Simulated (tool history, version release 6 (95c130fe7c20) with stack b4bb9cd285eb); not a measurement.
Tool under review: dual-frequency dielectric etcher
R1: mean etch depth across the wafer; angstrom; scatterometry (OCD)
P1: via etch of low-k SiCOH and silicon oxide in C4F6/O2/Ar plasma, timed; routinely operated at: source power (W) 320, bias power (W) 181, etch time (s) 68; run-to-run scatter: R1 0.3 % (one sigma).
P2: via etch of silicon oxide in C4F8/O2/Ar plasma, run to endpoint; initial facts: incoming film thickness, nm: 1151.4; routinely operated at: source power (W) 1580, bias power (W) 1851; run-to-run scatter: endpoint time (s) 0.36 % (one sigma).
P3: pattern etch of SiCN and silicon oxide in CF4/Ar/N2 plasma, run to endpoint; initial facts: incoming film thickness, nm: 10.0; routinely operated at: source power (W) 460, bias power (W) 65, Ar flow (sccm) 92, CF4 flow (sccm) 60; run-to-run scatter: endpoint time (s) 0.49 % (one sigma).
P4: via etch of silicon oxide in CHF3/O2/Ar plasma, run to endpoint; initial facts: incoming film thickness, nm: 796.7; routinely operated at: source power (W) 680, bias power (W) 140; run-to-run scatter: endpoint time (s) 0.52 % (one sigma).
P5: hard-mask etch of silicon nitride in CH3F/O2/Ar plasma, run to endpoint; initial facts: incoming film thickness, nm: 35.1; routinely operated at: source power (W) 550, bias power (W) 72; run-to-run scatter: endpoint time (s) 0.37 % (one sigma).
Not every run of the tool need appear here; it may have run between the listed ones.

run 1 hour=11.4 | process_that_ran=P1 source_power_(W)=320 bias_power_(W)=181 etch_time_(s)=68 | R1=1585.3
run 2 hour=25.9 | process_that_ran=P1 source_power_(W)=320 bias_power_(W)=181 etch_time_(s)=68 | R1=1581.4
run 3 hour=35.5 | process_that_ran=P2 source_power_(W)=1580 bias_power_(W)=2322 | endpoint_time_(s)=232.62
run 4 hour=51.1 | process_that_ran=P2 source_power_(W)=930 bias_power_(W)=1851 | endpoint_time_(s)=307.92
run 5 hour=63.7 | process_that_ran=P1 source_power_(W)=320 bias_power_(W)=181 etch_time_(s)=40.5 | R1=943.69
run 6 hour=79.3 | process_that_ran=P1 source_power_(W)=320 bias_power_(W)=181 etch_time_(s)=68 | R1=1583
run 7 hour=92.5 | process_that_ran=P5 source_power_(W)=360 bias_power_(W)=72 | endpoint_time_(s)=51.352
run 8 hour=99.3 | process_that_ran=P1 source_power_(W)=320 bias_power_(W)=118 etch_time_(s)=42 | R1=861.19
run 9 hour=110.3 | process_that_ran=P3 source_power_(W)=560 bias_power_(W)=65 Ar_flow_(sccm)=92 CF4_flow_(sccm)=60 | endpoint_time_(s)=9.9102
run 10 hour=118.9 | process_that_ran=P5 source_power_(W)=550 bias_power_(W)=72 | endpoint_time_(s)=44.088
run 11 hour=129.1 | process_that_ran=P4 source_power_(W)=460 bias_power_(W)=140 | endpoint_time_(s)=484.54
run 12 hour=142 | process_that_ran=P1 source_power_(W)=320 bias_power_(W)=116 etch_time_(s)=68 | R1=1376.6
run 13 hour=151.8 | process_that_ran=P4 source_power_(W)=680 bias_power_(W)=140 | endpoint_time_(s)=422.21
run 14 hour=160.9 | process_that_ran=P5 source_power_(W)=550 bias_power_(W)=72 | endpoint_time_(s)=44.097
run 15 hour=173.7 | process_that_ran=P1 source_power_(W)=320 bias_power_(W)=181 etch_time_(s)=68 | R1=1572.2
run 16 hour=181.5 | process_that_ran=P3 source_power_(W)=460 bias_power_(W)=65 Ar_flow_(sccm)=59 CF4_flow_(sccm)=60 | endpoint_time_(s)=10.967
run 17 hour=191.5 | process_that_ran=P3 source_power_(W)=460 bias_power_(W)=65 Ar_flow_(sccm)=92 CF4_flow_(sccm)=83 | endpoint_time_(s)=11.175
run 18 hour=200.5 | process_that_ran=P3 source_power_(W)=460 bias_power_(W)=46 Ar_flow_(sccm)=92 CF4_flow_(sccm)=60 | endpoint_time_(s)=13.147
run 19 hour=211.9 | process_that_ran=P1 source_power_(W)=190 bias_power_(W)=181 etch_time_(s)=68 | R1=1291.4
run 20 hour=226.2 | process_that_ran=P2 source_power_(W)=1580 bias_power_(W)=1851 | endpoint_time_(s)=250.81
run 21 hour=239.4 | process_that_ran=P4 source_power_(W)=680 bias_power_(W)=178 | endpoint_time_(s)=387.91
run 22 hour=255.1 | process_that_ran=P4 source_power_(W)=680 bias_power_(W)=140 | endpoint_time_(s)=422.73
run 23 hour=266.8 | process_that_ran=P1 source_power_(W)=320 bias_power_(W)=181 etch_time_(s)=68 | R1=1580.9
run 24 hour=276.5 | process_that_ran=P1 source_power_(W)=260 bias_power_(W)=110 etch_time_(s)=68 | R1=1252.6
run 25 hour=287.9 | process_that_ran=P5 source_power_(W)=550 bias_power_(W)=46 | endpoint_time_(s)=50.73
run 26 hour=295.8 | process_that_ran=P1 source_power_(W)=320 bias_power_(W)=181 etch_time_(s)=97 | R1=2258.6
run 27 hour=309.3 | process_that_ran=P1 source_power_(W)=320 bias_power_(W)=217 etch_time_(s)=68 | R1=1679.6
run 28 hour=321.5 | process_that_ran=P1 source_power_(W)=390 bias_power_(W)=181 etch_time_(s)=68 | R1=1705.3
run 29 hour=333.8 | process_that_ran=P3 source_power_(W)=460 bias_power_(W)=65 Ar_flow_(sccm)=92 CF4_flow_(sccm)=60 | endpoint_time_(s)=11.669
run 30 hour=345.1 | process_that_ran=P2 source_power_(W)=1580 bias_power_(W)=1851 | endpoint_time_(s)=251.02
run 31 hour=353.7 | process_that_ran=P1 source_power_(W)=320 bias_power_(W)=181 etch_time_(s)=68 | R1=1582.8
run 32 hour=368.4 | process_that_ran=P1 source_power_(W)=320 bias_power_(W)=181 etch_time_(s)=68 | R1=1567.2
run 33 hour=380.8 | process_that_ran=P1 source_power_(W)=320 bias_power_(W)=181 etch_time_(s)=68 | R1=1561.4
run 34 hour=394 | process_that_ran=P1 source_power_(W)=320 bias_power_(W)=181 etch_time_(s)=68 | R1=1555.1
run 35 hour=407.6 | process_that_ran=P1 source_power_(W)=320 bias_power_(W)=181 etch_time_(s)=68 | R1=1565.6
run 36 hour=415.4 | process_that_ran=P1 source_power_(W)=320 bias_power_(W)=181 etch_time_(s)=68 | R1=1560.1
-- hour=416.1 wet clean of the chamber
run 37 hour=423 | process_that_ran=P1 source_power_(W)=320 bias_power_(W)=181 etch_time_(s)=68 | R1=1555.7
run 38 hour=432.2 | process_that_ran=P1 source_power_(W)=320 bias_power_(W)=181 etch_time_(s)=68 | R1=1558.7
run 39 hour=439.3 | process_that_ran=P1 source_power_(W)=320 bias_power_(W)=181 etch_time_(s)=68 | R1=1563.4
run 40 hour=450.9 | process_that_ran=P1 source_power_(W)=320 bias_power_(W)=181 etch_time_(s)=68 | R1=1553.7

The output of P1 has drifted from where it used to be. Each of the 2 causes below, taken at the size shown beside it, accounts for the log equally well:
A: bias power that arrives under what is set, % = 4.65
B: source power that arrives under what is set, % = 3.86
The drift started at roughly hour 353.7.
What rules out each remaining cause:
chamber walls in a state that lowers the etch rate, %: serviced after onset, at hour 416.1, with no recovery of the prior output

Consider the 4 check runs below, whose results appear as question marks and each of which averages 3 wafers. Which one distinguishes the causes, in that each cause would give it a clearly different result?
run check 1 hour=462.5 | process_that_ran=P5 source_power_(W)=410 bias_power_(W)=57 | endpoint_time_(s)=?
run check 2 hour=462.5 | process_that_ran=P3 source_power_(W)=460 bias_power_(W)=53 Ar_flow_(sccm)=92 CF4_flow_(sccm)=79 | endpoint_time_(s)=?
run check 3 hour=462.5 | process_that_ran=P4 source_power_(W)=470 bias_power_(W)=140 | endpoint_time_(s)=?
run check 4 hour=462.5 | process_that_ran=P2 source_power_(W)=1200 bias_power_(W)=2158 | endpoint_time_(s)=?

Predicted outcomes, by check and by cause:
check=check_1 result=endpoint_time_(s) if_A=53.847 if_B=53.84
check=check_2 result=endpoint_time_(s) if_A=12.194 if_B=12.451
check=check_3 result=endpoint_time_(s) if_A=490.83 if_B=490.74
check=check_4 result=endpoint_time_(s) if_A=270.25 if_B=270.57
Gap, in per cent, between the two causes that each check separates least, read from the result that separates them most: check 1 0.01 %; check 2 2.08 %; check 3 0.02 %; check 4 0.12 %
Check 2 distinguishes between the causes, while the remaining checks would return nearly the same result for all of them.

Here is what check 2 returned: endpoint time (s) 12.181. Which cause is it?

The cause is A: bias power that arrives under what is set, %.
